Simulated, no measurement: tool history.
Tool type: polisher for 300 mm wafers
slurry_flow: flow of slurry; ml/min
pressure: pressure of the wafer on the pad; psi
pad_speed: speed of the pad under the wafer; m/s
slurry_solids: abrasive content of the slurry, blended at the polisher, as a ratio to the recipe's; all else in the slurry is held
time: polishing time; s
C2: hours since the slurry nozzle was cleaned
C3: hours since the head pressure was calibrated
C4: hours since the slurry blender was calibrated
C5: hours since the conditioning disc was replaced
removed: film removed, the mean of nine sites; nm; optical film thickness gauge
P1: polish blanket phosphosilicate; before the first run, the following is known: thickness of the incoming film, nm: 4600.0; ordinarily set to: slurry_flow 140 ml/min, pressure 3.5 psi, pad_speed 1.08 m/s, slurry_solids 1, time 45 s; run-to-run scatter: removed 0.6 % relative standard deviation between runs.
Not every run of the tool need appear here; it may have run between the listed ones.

run 1 hour=5.6 | slurry_flow=140 pressure=3.5 pad_speed=1.08 slurry_solids=1 time=45 | wafers_polished_on_this_pad=478 C2=678.9 C3=428.5 C4=168.1 C5=257.3 | removed=424.06
run 2 hour=12.1 | slurry_flow=140 pressure=3.5 pad_speed=1.08 slurry_solids=1.35 time=45 | wafers_polished_on_this_pad=522 C2=685.4 C3=435 C4=174.6 C5=263.8 | removed=483.53
run 3 hour=24.6 | slurry_flow=140 pressure=3.5 pad_speed=1.08 slurry_solids=1 time=70 | wafers_polished_on_this_pad=607 C2=697.9 C3=447.5 C4=187.1 C5=276.3 | removed=661.33
run 4 hour=36.7 | slurry_flow=140 pressure=5 pad_speed=1.08 slurry_solids=0.6 time=45 | wafers_polished_on_this_pad=689 C2=710 C3=459.6 C4=199.2 C5=288.4 | removed=464.45
run 5 hour=46.7 | slurry_flow=170 pressure=3.5 pad_speed=1.08 slurry_solids=1 time=33 | wafers_polished_on_this_pad=757 C2=720 C3=469.6 C4=209.2 C5=298.4 | removed=319.16
run 6 hour=55.5 | slurry_flow=140 pressure=3.5 pad_speed=1.08 slurry_solids=1 time=45 | wafers_polished_on_this_pad=817 C2=728.8 C3=478.4 C4=218 C5=307.2 | removed=423.69
-- hour=61 conditioning disc replaced and pad reconditioned
run 7 hour=67.8 | slurry_flow=140 pressure=3.5 pad_speed=1.08 slurry_solids=0.6 time=45 | wafers_polished_on_this_pad=900 C2=741.1 C3=490.7 C4=230.3 C5=6.8 | removed=327.53
run 8 hour=75.5 | slurry_flow=140 pressure=3.5 pad_speed=1.08 slurry_solids=1 time=45 | wafers_polished_on_this_pad=953 C2=748.8 C3=498.4 C4=238 C5=14.5 | removed=428.86
run 9 hour=85.9 | slurry_flow=140 pressure=3.5 pad_speed=0.58 slurry_solids=1 time=45 | wafers_polished_on_this_pad=1023 C2=759.2 C3=508.8 C4=248.4 C5=24.9 | removed=258.41
run 10 hour=91.4 | slurry_flow=140 pressure=3.5 pad_speed=1.08 slurry_solids=1 time=25 | wafers_polished_on_this_pad=1061 C2=764.7 C3=514.3 C4=253.9 C5=30.4 | removed=233.77
run 11 hour=103.9 | slurry_flow=185 pressure=3.5 pad_speed=1.08 slurry_solids=1 time=45 | wafers_polished_on_this_pad=1146 C2=777.2 C3=526.8 C4=266.4 C5=42.9 | removed=442.18
run 12 hour=113.2 | slurry_flow=140 pressure=1.6 pad_speed=1.08 slurry_solids=1 time=45 | wafers_polished_on_this_pad=1209 C2=786.5 C3=536.1 C4=275.7 C5=52.2 | removed=194.57
run 13 hour=124 | slurry_flow=140 pressure=3.5 pad_speed=1.08 slurry_solids=1 time=45 | wafers_polished_on_this_pad=1282 C2=797.3 C3=546.9 C4=286.5 C5=63 | removed=425.58
run 14 hour=132.2 | slurry_flow=140 pressure=5.4 pad_speed=1.08 slurry_solids=1 time=45 | wafers_polished_on_this_pad=1338 C2=805.5 C3=555.1 C4=294.7 C5=71.2 | removed=659.64
run 15 hour=144 | slurry_flow=85 pressure=3.5 pad_speed=1.08 slurry_solids=1 time=45 | wafers_polished_on_this_pad=1418 C2=817.3 C3=566.9 C4=306.5 C5=83 | removed=378.47
run 16 hour=155.4 | slurry_flow=140 pressure=3.5 pad_speed=1.68 slurry_solids=1 time=45 | wafers_polished_on_this_pad=1495 C2=828.7 C3=578.3 C4=317.9 C5=94.4 | removed=606.4
run 17 hour=161.4 | slurry_flow=140 pressure=3.5 pad_speed=1.36 slurry_solids=0.75 time=45 | wafers_polished_on_this_pad=1536 C2=834.7 C3=584.3 C4=323.9 C5=100.4 | removed=441.68
run 18 hour=169.1 | slurry_flow=140 pressure=3.5 pad_speed=1.08 slurry_solids=1 time=45 | wafers_polished_on_this_pad=1588 C2=842.4 C3=592 C4=331.6 C5=108.1 | removed=423.44
run 19 hour=177.5 | slurry_flow=140 pressure=3.5 pad_speed=1.08 slurry_solids=1 time=45 | wafers_polished_on_this_pad=1646 C2=850.8 C3=600.4 C4=340 C5=116.5 | removed=424.29
run 20 hour=185.3 | slurry_flow=140 pressure=3.5 pad_speed=1.08 slurry_solids=1 time=45 | wafers_polished_on_this_pad=1699 C2=858.6 C3=608.2 C4=347.8 C5=124.3 | removed=426.42
run 21 hour=195.7 | slurry_flow=140 pressure=3.5 pad_speed=1.08 slurry_solids=1 time=45 | wafers_polished_on_this_pad=1769 C2=869 C3=618.6 C4=358.2 C5=134.7 | removed=407.28
run 22 hour=203 | slurry_flow=140 pressure=3.5 pad_speed=1.08 slurry_solids=1 time=45 | wafers_polished_on_this_pad=1819 C2=876.3 C3=625.9 C4=365.5 C5=142 | removed=402
run 23 hour=209 | slurry_flow=140 pressure=3.5 pad_speed=1.08 slurry_solids=1 time=45 | wafers_polished_on_this_pad=1859 C2=882.3 C3=631.9 C4=371.5 C5=148 | removed=397.01
run 24 hour=215.4 | slurry_flow=140 pressure=3.5 pad_speed=1.08 slurry_solids=1 time=45 | wafers_polished_on_this_pad=1903 C2=888.7 C3=638.3 C4=377.9 C5=154.4 | removed=393.6
-- hour=223.1 worn pad replaced by a new one
run 25 hour=225.5 | slurry_flow=140 pressure=3.5 pad_speed=1.08 slurry_solids=1 time=45 | wafers_polished_on_this_pad=16 C2=898.8 C3=648.4 C4=388 C5=164.5 | removed=381.43
run 26 hour=235.5 | slurry_flow=140 pressure=3.5 pad_speed=1.08 slurry_solids=1 time=45 | wafers_polished_on_this_pad=84 C2=908.8 C3=658.4 C4=398 C5=174.5 | removed=381.49
-- hour=242.6 conditioning disc replaced and pad reconditioned
run 27 hour=247.6 | slurry_flow=140 pressure=3.5 pad_speed=1.08 slurry_solids=1 time=45 | wafers_polished_on_this_pad=166 C2=920.9 C3=670.5 C4=410.1 C5=5 | removed=379.84
-- hour=250.2 slurry nozzle cleaned
run 28 hour=257 | slurry_flow=140 pressure=3.5 pad_speed=1.08 slurry_solids=1 time=45 | wafers_polished_on_this_pad=230 C2=6.9 C3=679.9 C4=419.5 C5=14.4 | removed=380.3
run 29 hour=267.2 | slurry_flow=140 pressure=3.5 pad_speed=1.08 slurry_solids=1 time=45 | wafers_polished_on_this_pad=299 C2=17.1 C3=690.1 C4=429.7 C5=24.6 | removed=377.78
run 30 hour=274.6 | slurry_flow=140 pressure=3.5 pad_speed=1.08 slurry_solids=1 time=45 | wafers_polished_on_this_pad=350 C2=24.5 C3=697.5 C4=437.1 C5=32 | removed=377.31

The log shows P1 creeping away from where it was. Any of the 2 causes listed here, at the size stated for it, fits the log just as well as the others:
A: head's pressure below its setpoint, % = 11.1
B: abrasive missing from the slurry, % = 21.6
Creep in the process output first set in at about hour 185.3.
What rules out each remaining cause:
removal rate lost through wear of the pad, %: maintenance at hour 223.1, after the shift began, did not return the process to its former output
slurry flow missing at the pad, %: maintenance at hour 250.2, after the shift began, did not return the process to its former output
time polished since the conditioner stopped cutting, s: maintenance at hour 242.6, after the shift began, did not return the process to its former output

Each of the check runs listed below is run on 5 wafers and reports their average, with the results left as question marks. Pick the one under which the possible causes would lead to clearly different results.
run check 1 hour=282 | slurry_flow=140 pressure=2.5 pad_speed=0.6 slurry_solids=1 time=45 | removed=?
run check 2 hour=282 | slurry_flow=140 pressure=3.5 pad_speed=1.08 slurry_solids=0.7 time=65 | removed=?
run check 3 hour=282 | slurry_flow=140 pressure=2 pad_speed=1.08 slurry_solids=1 time=45 | removed=?
run check 4 hour=282 | slurry_flow=140 pressure=4.9 pad_speed=1.08 slurry_solids=1 time=56 | removed=?

How each check would come out, cause by cause:
check=check_1 result=removed if_A=168.7 if_B=168.64
check=check_2 result=removed if_A=456.94 if_B=447.05
check=check_3 result=removed if_A=215.98 if_B=215.91
check=check_4 result=removed if_A=658.5 if_B=658.28
Per-check spread between the two closest causes, in the result where they differ most: check 1 0.03 %; check 2 2.19 %; check 3 0.03 %; check 4 0.03 %
Check 2 is the one run that separates the causes; every other check would come out nearly the same whichever cause is at work.

Check 2 has now been run. It gave: removed 448.24 nm. Which of the candidate causes is it?

B is the cause: abrasive missing from the slurry, %.
